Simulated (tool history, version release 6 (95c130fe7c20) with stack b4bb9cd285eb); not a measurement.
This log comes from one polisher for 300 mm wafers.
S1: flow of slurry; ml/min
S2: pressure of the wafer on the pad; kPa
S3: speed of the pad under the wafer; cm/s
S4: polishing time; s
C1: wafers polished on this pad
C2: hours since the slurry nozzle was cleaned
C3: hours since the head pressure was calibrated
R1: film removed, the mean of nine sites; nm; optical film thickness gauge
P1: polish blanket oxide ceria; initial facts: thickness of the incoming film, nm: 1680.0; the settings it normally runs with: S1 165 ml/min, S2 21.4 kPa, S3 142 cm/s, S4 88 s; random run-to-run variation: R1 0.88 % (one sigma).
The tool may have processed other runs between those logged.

run	hour	S1	S2	S3	S4	C1	C2	C3	R1
1	14.1	165	21.4	142	88	784	67.7	385.9	635.6
2	24.9	165	21.4	64	88	856	78.5	396.7	289.59
3	31.3	165	33.1	142	88	899	84.9	403.1	980.63
4	44.9	165	9.7	142	88	990	98.5	416.7	286.63
5	51.2	210	21.4	214	88	1032	104.8	423	1000.7
6	63.4	165	21.4	142	88	1113	117	435.2	638.12
7	69.8	165	21.4	142	88	1156	123.4	441.6	638.3
8	77	165	21.4	142	88	1204	130.6	448.8	641.27
9	85.4	165	21.4	142	88	1260	139	457.2	633.43
10	98.9	165	21.4	142	119	1351	152.5	470.7	870.02
# hour 100.4: head pressure recalibrated
11	106.1	165	21.4	142	40	1399	159.7	5.8	289.41
12	114	165	21.4	142	88	1452	167.6	13.7	642.4
13	127.7	260	21.4	142	88	1543	181.3	27.4	675.56
14	139.7	165	21.4	196	88	1623	193.3	39.4	867.08
15	150.5	165	21.4	142	88	1695	204.1	50.2	631.06
16	163.5	100	21.4	142	88	1782	217.1	63.2	570.5
17	172.2	165	21.4	142	88	1840	225.8	71.9	639.42
18	182.4	165	21.4	142	88	1909	236	82.1	621.37
19	194.8	165	21.4	142	88	1991	248.4	94.5	602.59
20	201.3	165	21.4	142	88	2035	254.9	101	598.86
21	210.5	165	21.4	142	88	2096	264.1	110.2	596.19
22	216.7	165	21.4	142	88	2138	270.3	116.4	582.35
23	224.8	165	21.4	142	88	2192	278.4	124.5	584.43
# hour 229.4: head pressure recalibrated
24	231.6	165	21.4	142	88	2237	285.2	2.2	584.85
25	239.6	165	21.4	142	88	2291	293.2	10.2	591.46
26	250.5	165	21.4	142	88	2364	304.1	21.1	577.41
27	261.9	165	21.4	142	88	2440	315.5	32.5	583.85
28	271.6	165	21.4	142	88	2505	325.2	42.2	587.53

P1 has crept away from where it was. The log is fitted equally well by each of these 2 causes, at the sizes shown:
A: removal rate lost through wear of the pad, % = 8.52
B: slurry flow missing at the pad, % = 36.4
The drift started at roughly hour 172.2.
The rest of the possible causes, and what rules out each one:
head's pressure below its setpoint, %: work on it at hour 229.4, done after the drift set in, did not restore what the process gave before

The list below offers 4 check runs, each averaging the results of 5 wafers, and shows each result as a question mark. For which of them would the listed causes give clearly different results?
check 1	281.3	165	21.4	104	88				?
check 2	281.3	120	21.4	86	88				?
check 3	281.3	165	32.4	64	88				?
check 4	281.3	165	11	142	88				?

Outcome of each check run for each possible cause:
check	result	if A	if B
check 1	R1	425.75	425.72
check 2	R1	331.95	322.37
check 3	R1	397.23	397.19
check 4	R1	300.03	300.01
Distance between the nearest two causes, measured in the result of the check that separates them most: check 1 0.01 %; check 2 2.93 %; check 3 0.01 %; check 4 0.01 %
Check 2 distinguishes between the causes, while the remaining checks would return nearly the same result for all of them.

Check 2 has now been run. It gave: R1 330.59 nm. Which of the candidate causes is it?

The cause is A: removal rate lost through wear of the pad, %.
